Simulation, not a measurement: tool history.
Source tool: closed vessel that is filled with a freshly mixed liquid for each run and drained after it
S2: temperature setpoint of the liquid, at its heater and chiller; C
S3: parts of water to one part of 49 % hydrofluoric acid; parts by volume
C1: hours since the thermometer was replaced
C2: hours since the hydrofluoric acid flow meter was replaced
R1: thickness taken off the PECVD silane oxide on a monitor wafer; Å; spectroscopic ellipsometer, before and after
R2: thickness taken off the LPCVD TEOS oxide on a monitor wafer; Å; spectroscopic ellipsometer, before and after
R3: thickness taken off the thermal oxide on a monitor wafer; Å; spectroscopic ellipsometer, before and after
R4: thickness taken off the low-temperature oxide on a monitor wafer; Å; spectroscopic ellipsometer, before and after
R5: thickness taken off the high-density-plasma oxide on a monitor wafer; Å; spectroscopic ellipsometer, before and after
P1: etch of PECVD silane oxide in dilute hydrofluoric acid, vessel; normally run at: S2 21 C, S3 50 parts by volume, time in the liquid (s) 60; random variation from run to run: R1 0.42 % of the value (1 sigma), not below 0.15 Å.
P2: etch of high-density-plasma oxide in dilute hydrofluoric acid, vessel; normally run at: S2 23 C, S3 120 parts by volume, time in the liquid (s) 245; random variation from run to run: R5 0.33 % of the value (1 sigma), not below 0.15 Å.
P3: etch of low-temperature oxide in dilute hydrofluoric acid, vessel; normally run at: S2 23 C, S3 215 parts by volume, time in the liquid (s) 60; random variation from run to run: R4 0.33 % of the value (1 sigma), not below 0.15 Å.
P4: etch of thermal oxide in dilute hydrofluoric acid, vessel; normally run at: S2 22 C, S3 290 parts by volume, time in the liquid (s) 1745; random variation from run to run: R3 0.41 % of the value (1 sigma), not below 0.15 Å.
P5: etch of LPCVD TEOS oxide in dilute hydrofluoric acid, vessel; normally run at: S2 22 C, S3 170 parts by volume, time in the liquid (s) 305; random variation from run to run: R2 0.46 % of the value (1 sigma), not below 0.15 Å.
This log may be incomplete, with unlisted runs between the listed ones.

Run 1, hour 3.9: process that ran P1, S2 21 C, S3 50 parts by volume, time in the liquid (s) 60; C1 1005.7; C2 1427. Result: R1 181.42 Å.
Run 2, hour 7.5: process that ran P5, S2 17 C, S3 170 parts by volume, time in the liquid (s) 305; C1 1009.3; C2 1430.6. Result: R2 407.31 Å.
Run 3, hour 10: process that ran P5, S2 22 C, S3 70 parts by volume, time in the liquid (s) 305; C1 1011.8; C2 1433.1. Result: R2 1334.1 Å.
Run 4, hour 12.4: process that ran P4, S2 22 C, S3 475 parts by volume, time in the liquid (s) 1745; C1 1014.2; C2 1435.5. Result: R3 121.17 Å.
Run 5, hour 14.4: process that ran P1, S2 21 C, S3 50 parts by volume, time in the liquid (s) 30; C1 1016.2; C2 1437.5. Result: R1 90.546 Å.
Run 6, hour 17.9: process that ran P4, S2 22 C, S3 290 parts by volume, time in the liquid (s) 3335; C1 1019.7; C2 1441. Result: R3 444.05 Å.
Run 7, hour 20.8: process that ran P3, S2 23 C, S3 215 parts by volume, time in the liquid (s) 60; C1 1022.6; C2 1443.9. Result: R4 84.901 Å.
Run 8, hour 24.9: process that ran P5, S2 22 C, S3 170 parts by volume, time in the liquid (s) 115; C1 1026.7; C2 1448. Result: R2 186.54 Å.
Run 9, hour 28.6: process that ran P2, S2 23 C, S3 120 parts by volume, time in the liquid (s) 30; C1 1030.4; C2 1451.7. Result: R5 11.479 Å.
Run 10, hour 31.3: process that ran P1, S2 21 C, S3 50 parts by volume, time in the liquid (s) 60; C1 1033.1; C2 1454.4. Result: R1 180.03 Å.
Run 11, hour 33.9: process that ran P3, S2 23 C, S3 40 parts by volume, time in the liquid (s) 60; C1 1035.7; C2 1457. Result: R4 559.27 Å.
At hour 37: hydrofluoric acid flow meter replaced.
Run 12, hour 37.7: process that ran P1, S2 21 C, S3 50 parts by volume, time in the liquid (s) 60; C1 1039.5; C2 0.7. Result: R1 180.52 Å.
Run 13, hour 40.7: process that ran P1, S2 27 C, S3 30 parts by volume, time in the liquid (s) 60; C1 1042.5; C2 3.7. Result: R1 394.61 Å.
Run 14, hour 43.1: process that ran P3, S2 23 C, S3 215 parts by volume, time in the liquid (s) 60; C1 1044.9; C2 6.1. Result: R4 84.951 Å.
Run 15, hour 46.5: process that ran P1, S2 21 C, S3 50 parts by volume, time in the liquid (s) 60; C1 1048.3; C2 9.5. Result: R1 180.59 Å.
Run 16, hour 49.5: process that ran P4, S2 22 C, S3 290 parts by volume, time in the liquid (s) 1745; C1 1051.3; C2 12.5. Result: R3 232.51 Å.
Run 17, hour 53.6: process that ran P2, S2 23 C, S3 120 parts by volume, time in the liquid (s) 245; C1 1055.4; C2 16.6. Result: R5 95.218 Å.
Run 18, hour 57.2: process that ran P4, S2 17 C, S3 290 parts by volume, time in the liquid (s) 1745; C1 1059; C2 20.2. Result: R3 193.77 Å.
Run 19, hour 61.5: process that ran P3, S2 27.5 C, S3 215 parts by volume, time in the liquid (s) 60; C1 1063.3; C2 24.5. Result: R4 100.26 Å.
Run 20, hour 64.5: process that ran P5, S2 22 C, S3 170 parts by volume, time in the liquid (s) 305; C1 1066.3; C2 27.5. Result: R2 489.79 Å.
Run 21, hour 66.7: process that ran P1, S2 21 C, S3 70 parts by volume, time in the liquid (s) 30; C1 1068.5; C2 29.7. Result: R1 63.691 Å.
Run 22, hour 70.9: process that ran P1, S2 27.5 C, S3 20 parts by volume, time in the liquid (s) 60; C1 1072.7; C2 33.9. Result: R1 619.11 Å.
Run 23, hour 73.9: process that ran P3, S2 23 C, S3 215 parts by volume, time in the liquid (s) 30; C1 1075.7; C2 36.9. Result: R4 42.889 Å.
Run 24, hour 77.3: process that ran P1, S2 28 C, S3 50 parts by volume, time in the liquid (s) 60; C1 1079.1; C2 40.3. Result: R1 239.96 Å.
Run 25, hour 80.1: process that ran P1, S2 17 C, S3 50 parts by volume, time in the liquid (s) 60; C1 1081.9; C2 43.1. Result: R1 152.4 Å.
Run 26, hour 83.8: process that ran P1, S2 21 C, S3 90 parts by volume, time in the liquid (s) 60; C1 1085.6; C2 46.8. Result: R1 96.051 Å.
Run 27, hour 86.1: process that ran P1, S2 21 C, S3 50 parts by volume, time in the liquid (s) 60; C1 1087.9; C2 49.1. Result: R1 180.59 Å.
Run 28, hour 88.6: process that ran P2, S2 17 C, S3 120 parts by volume, time in the liquid (s) 245; C1 1090.4; C2 51.6. Result: R5 75.258 Å.
Run 29, hour 92: process that ran P2, S2 23 C, S3 195 parts by volume, time in the liquid (s) 245; C1 1093.8; C2 55. Result: R5 54.15 Å.
Run 30, hour 95.3: process that ran P1, S2 21 C, S3 50 parts by volume, time in the liquid (s) 100; C1 1097.1; C2 58.3. Result: R1 302.8 Å.
Run 31, hour 98.2: process that ran P4, S2 22 C, S3 290 parts by volume, time in the liquid (s) 1745; C1 1100; C2 61.2. Result: R3 233.45 Å.
Run 32, hour 102: process that ran P1, S2 21 C, S3 25 parts by volume, time in the liquid (s) 60; C1 1103.8; C2 65. Result: R1 370.36 Å.
Run 33, hour 104.1: process that ran P1, S2 21 C, S3 50 parts by volume, time in the liquid (s) 60; C1 1105.9; C2 67.1. Result: R1 179.29 Å.
Run 34, hour 107.5: process that ran P1, S2 21 C, S3 50 parts by volume, time in the liquid (s) 60; C1 1109.3; C2 70.5. Result: R1 171.57 Å.
Run 35, hour 110.4: process that ran P1, S2 21 C, S3 50 parts by volume, time in the liquid (s) 60; C1 1112.2; C2 73.4. Result: R1 167.69 Å.
Run 36, hour 112.4: process that ran P1, S2 21 C, S3 50 parts by volume, time in the liquid (s) 60; C1 1114.2; C2 75.4. Result: R1 167.02 Å.
Run 37, hour 114.5: process that ran P1, S2 21 C, S3 50 parts by volume, time in the liquid (s) 60; C1 1116.3; C2 77.5. Result: R1 165.24 Å.
Run 38, hour 118.8: process that ran P1, S2 21 C, S3 50 parts by volume, time in the liquid (s) 60; C1 1120.6; C2 81.8. Result: R1 165.98 Å.
Run 39, hour 120.7: process that ran P1, S2 21 C, S3 50 parts by volume, time in the liquid (s) 60; C1 1122.5; C2 83.7. Result: R1 166.05 Å.

Something has made what P1 gives creep away from where it was; the 2 causes below, each at its own stated size, fit the log equally well:
A: hydrofluoric acid flow below the setpoint (%) = 8.25
B: liquid colder than its thermometer reads (K) = 2.16
The onset of the drift is placed at about hour 104.1.

Listed below are the offered check runs, one wafer per run, with question marks in place of results. For which of them would the causes give clearly different outcomes?
Run check 1, hour 122.6: process that ran P3, S2 23 C, S3 80 parts by volume, time in the liquid (s) 60. Result: R4 ?.
Run check 2, hour 122.6: process that ran P2, S2 17.5 C, S3 120 parts by volume, time in the liquid (s) 85. Result: R5 ?.
Run check 3, hour 122.6: process that ran P5, S2 17 C, S3 85 parts by volume, time in the liquid (s) 305. Result: R2 ?.
Run check 4, hour 122.6: process that ran P4, S2 19 C, S3 450 parts by volume, time in the liquid (s) 1745. Result: R3 ?.

Predicted outcomes, by check and by cause:
  check  result    if A    if B
check 1      R4  242.31  243.89
check 2      R5  24.145  24.302
check 3      R2     801  802.09
check 4      R3  104.82  109.32
Per check, the gap between the least separated pair of causes, taken in the result that splits them most: check 1 0.65 %; check 2 0.65 %; check 3 0.14 %; check 4 4.2 %
The other checks would show nearly matching results whichever cause is true, so check 4 is the only one that separates the causes.

Running check 4 produced the following: R3 108.55 Å. Which one of the listed causes fits?

The cause is B: liquid colder than its thermometer reads (K).
